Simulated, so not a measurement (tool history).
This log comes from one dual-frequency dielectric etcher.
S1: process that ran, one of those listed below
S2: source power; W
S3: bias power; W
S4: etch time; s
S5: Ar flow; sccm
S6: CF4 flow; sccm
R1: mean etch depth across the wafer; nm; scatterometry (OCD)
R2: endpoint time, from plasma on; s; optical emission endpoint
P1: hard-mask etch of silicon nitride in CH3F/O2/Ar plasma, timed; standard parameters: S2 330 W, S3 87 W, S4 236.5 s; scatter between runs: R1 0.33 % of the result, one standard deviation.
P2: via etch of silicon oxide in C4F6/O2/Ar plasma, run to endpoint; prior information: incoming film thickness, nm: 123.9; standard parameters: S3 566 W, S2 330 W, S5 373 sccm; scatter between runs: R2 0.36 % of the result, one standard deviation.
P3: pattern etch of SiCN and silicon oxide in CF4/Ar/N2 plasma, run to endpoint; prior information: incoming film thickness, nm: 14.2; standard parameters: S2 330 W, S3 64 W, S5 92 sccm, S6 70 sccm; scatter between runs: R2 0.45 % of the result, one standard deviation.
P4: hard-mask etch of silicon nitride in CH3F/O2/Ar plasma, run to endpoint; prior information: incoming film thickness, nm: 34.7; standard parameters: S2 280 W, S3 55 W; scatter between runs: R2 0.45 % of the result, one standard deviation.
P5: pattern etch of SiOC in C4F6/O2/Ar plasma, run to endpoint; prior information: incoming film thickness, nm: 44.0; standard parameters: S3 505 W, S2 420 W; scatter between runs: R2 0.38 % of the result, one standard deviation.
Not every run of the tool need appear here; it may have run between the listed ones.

{"run": 1, "hour": 5.1, "S1": "P1", "S2": 330, "S3": 87, "S4": 236.5, "R1": 165.97}
{"run": 2, "hour": 9.2, "S1": "P5", "S2": 420, "S3": 347, "R2": 16.638}
{"run": 3, "hour": 12.3, "S1": "P3", "S2": 330, "S3": 64, "S5": 92, "S6": 70, "R2": 21.74}
{"run": 4, "hour": 16.6, "S1": "P3", "S2": 330, "S3": 89, "S5": 92, "S6": 70, "R2": 19.666}
{"run": 5, "hour": 21.0, "S1": "P1", "S2": 230, "S3": 87, "S4": 236.5, "R1": 144.39}
{"run": 6, "hour": 26.2, "S1": "P3", "S2": 330, "S3": 64, "S5": 92, "S6": 44, "R2": 23.468}
{"run": 7, "hour": 30.7, "S1": "P3", "S2": 330, "S3": 64, "S5": 125, "S6": 70, "R2": 23.169}
{"run": 8, "hour": 34.5, "S1": "P5", "S2": 300, "S3": 505, "R2": 16.395}
{"run": 9, "hour": 38.3, "S1": "P1", "S2": 330, "S3": 87, "S4": 305, "R1": 213.55}
{"run": 10, "hour": 43.2, "S1": "P2", "S2": 330, "S3": 352, "S5": 373, "R2": 34.074}
{"run": 11, "hour": 46.4, "S1": "P4", "S2": 280, "S3": 55, "R2": 66.463}
{"run": 12, "hour": 48.7, "S1": "P4", "S2": 280, "S3": 55, "R2": 65.886}
{"run": 13, "hour": 53.0, "S1": "P5", "S2": 420, "S3": 505, "R2": 14.566}
{"run": 14, "hour": 57.3, "S1": "P1", "S2": 260, "S3": 111, "S4": 236.5, "R1": 165.45}
{"run": 15, "hour": 59.7, "S1": "P1", "S2": 330, "S3": 87, "S4": 133, "R1": 92.436}
{"run": 16, "hour": 62.0, "S1": "P1", "S2": 330, "S3": 87, "S4": 236.5, "R1": 165.69}
{"run": 17, "hour": 65.9, "S1": "P1", "S2": 330, "S3": 63, "S4": 236.5, "R1": 146.89}
{"run": 18, "hour": 68.8, "S1": "P1", "S2": 330, "S3": 87, "S4": 236.5, "R1": 164.72}
{"run": 19, "hour": 72.9, "S1": "P1", "S2": 440, "S3": 87, "S4": 236.5, "R1": 185.1}
{"run": 20, "hour": 77.8, "S1": "P1", "S2": 450, "S3": 87, "S4": 138.5, "R1": 109.09}
{"run": 21, "hour": 82.0, "S1": "P2", "S2": 330, "S3": 566, "S5": 455, "R2": 29.15}
{"run": 22, "hour": 86.6, "S1": "P1", "S2": 330, "S3": 122, "S4": 236.5, "R1": 187.69}
{"hour": 87.7, "done": "bias power generator calibrated"}
{"run": 23, "hour": 89.7, "S1": "P1", "S2": 330, "S3": 87, "S4": 236.5, "R1": 164.91}
{"run": 24, "hour": 94.0, "S1": "P2", "S2": 330, "S3": 566, "S5": 373, "R2": 28.601}
{"run": 25, "hour": 97.6, "S1": "P4", "S2": 360, "S3": 55, "R2": 60.172}
{"run": 26, "hour": 102.2, "S1": "P1", "S2": 330, "S3": 87, "S4": 236.5, "R1": 164.68}
{"run": 27, "hour": 105.8, "S1": "P1", "S2": 220, "S3": 87, "S4": 139, "R1": 83.335}
{"run": 28, "hour": 108.9, "S1": "P4", "S2": 280, "S3": 32, "R2": 78.363}
{"run": 29, "hour": 113.4, "S1": "P1", "S2": 330, "S3": 87, "S4": 236.5, "R1": 165.36}
{"run": 30, "hour": 117.1, "S1": "P1", "S2": 330, "S3": 87, "S4": 236.5, "R1": 164.69}
{"run": 31, "hour": 119.4, "S1": "P3", "S2": 250, "S3": 64, "S5": 92, "S6": 70, "R2": 27.816}
{"run": 32, "hour": 122.9, "S1": "P2", "S2": 460, "S3": 566, "S5": 373, "R2": 25.394}
{"run": 33, "hour": 125.2, "S1": "P1", "S2": 330, "S3": 87, "S4": 236.5, "R1": 165.7}
{"run": 34, "hour": 129.5, "S1": "P1", "S2": 330, "S3": 87, "S4": 236.5, "R1": 166.88}
{"run": 35, "hour": 133.7, "S1": "P1", "S2": 330, "S3": 87, "S4": 236.5, "R1": 166.3}
{"run": 36, "hour": 136.7, "S1": "P1", "S2": 330, "S3": 87, "S4": 236.5, "R1": 166.77}
{"run": 37, "hour": 141.8, "S1": "P1", "S2": 330, "S3": 87, "S4": 236.5, "R1": 168.68}
{"run": 38, "hour": 145.6, "S1": "P1", "S2": 330, "S3": 87, "S4": 236.5, "R1": 168.14}
{"hour": 145.9, "done": "wet clean of the chamber"}
{"run": 39, "hour": 150.4, "S1": "P1", "S2": 330, "S3": 87, "S4": 236.5, "R1": 167.72}
{"run": 40, "hour": 152.8, "S1": "P1", "S2": 330, "S3": 87, "S4": 236.5, "R1": 167.87}
{"run": 41, "hour": 157.6, "S1": "P1", "S2": 330, "S3": 87, "S4": 236.5, "R1": 168.23}

Something has made what P1 gives creep away from where it was; the 2 causes below, each at its own stated size, fit the log equally well:
A: bias power that arrives over what is set, % = 4.63
B: source power that arrives over what is set, % = 4.5
At approximately hour 125.2, the process output began to creep.
Why every other cause is out:
chamber walls in a state that raises the etch rate, %: was serviced at hour 145.9, once the creep was under way, yet the earlier output never came back

4 check runs are offered, each on 2 wafers whose results are averaged, their results left as question marks. Which one tells the causes apart?
{"run": "check 1", "hour": 162.4, "S1": "P4", "S2": 350, "S3": 33, "R2": "?"}
{"run": "check 2", "hour": 162.4, "S1": "P3", "S2": 330, "S3": 87, "S5": 92, "S6": 70, "R2": "?"}
{"run": "check 3", "hour": 162.4, "S1": "P2", "S2": 440, "S3": 566, "S5": 373, "R2": "?"}
{"run": "check 4", "hour": 162.4, "S1": "P5", "S2": 350, "S3": 418, "R2": "?"}

How each check would come out, cause by cause:
check=check_1 result=R2 if_A=70.159 if_B=69.816
check=check_2 result=R2 if_A=19.422 if_B=18.99
check=check_3 result=R2 if_A=25.309 if_B=25.334
check=check_4 result=R2 if_A=16.279 if_B=16.283
Separation of the two closest causes in each check, using whichever result separates them best: check 1 0.49 %; check 2 2.25 %; check 3 0.1 %; check 4 0.03 %
Only in check 2 would the causes give clearly different results; in the remaining checks their results would be nearly the same.

Then check 2 was run and gave: R2 19.383 s. Which cause is it?

Of the candidate causes, it is A: bias power that arrives over what is set, %.

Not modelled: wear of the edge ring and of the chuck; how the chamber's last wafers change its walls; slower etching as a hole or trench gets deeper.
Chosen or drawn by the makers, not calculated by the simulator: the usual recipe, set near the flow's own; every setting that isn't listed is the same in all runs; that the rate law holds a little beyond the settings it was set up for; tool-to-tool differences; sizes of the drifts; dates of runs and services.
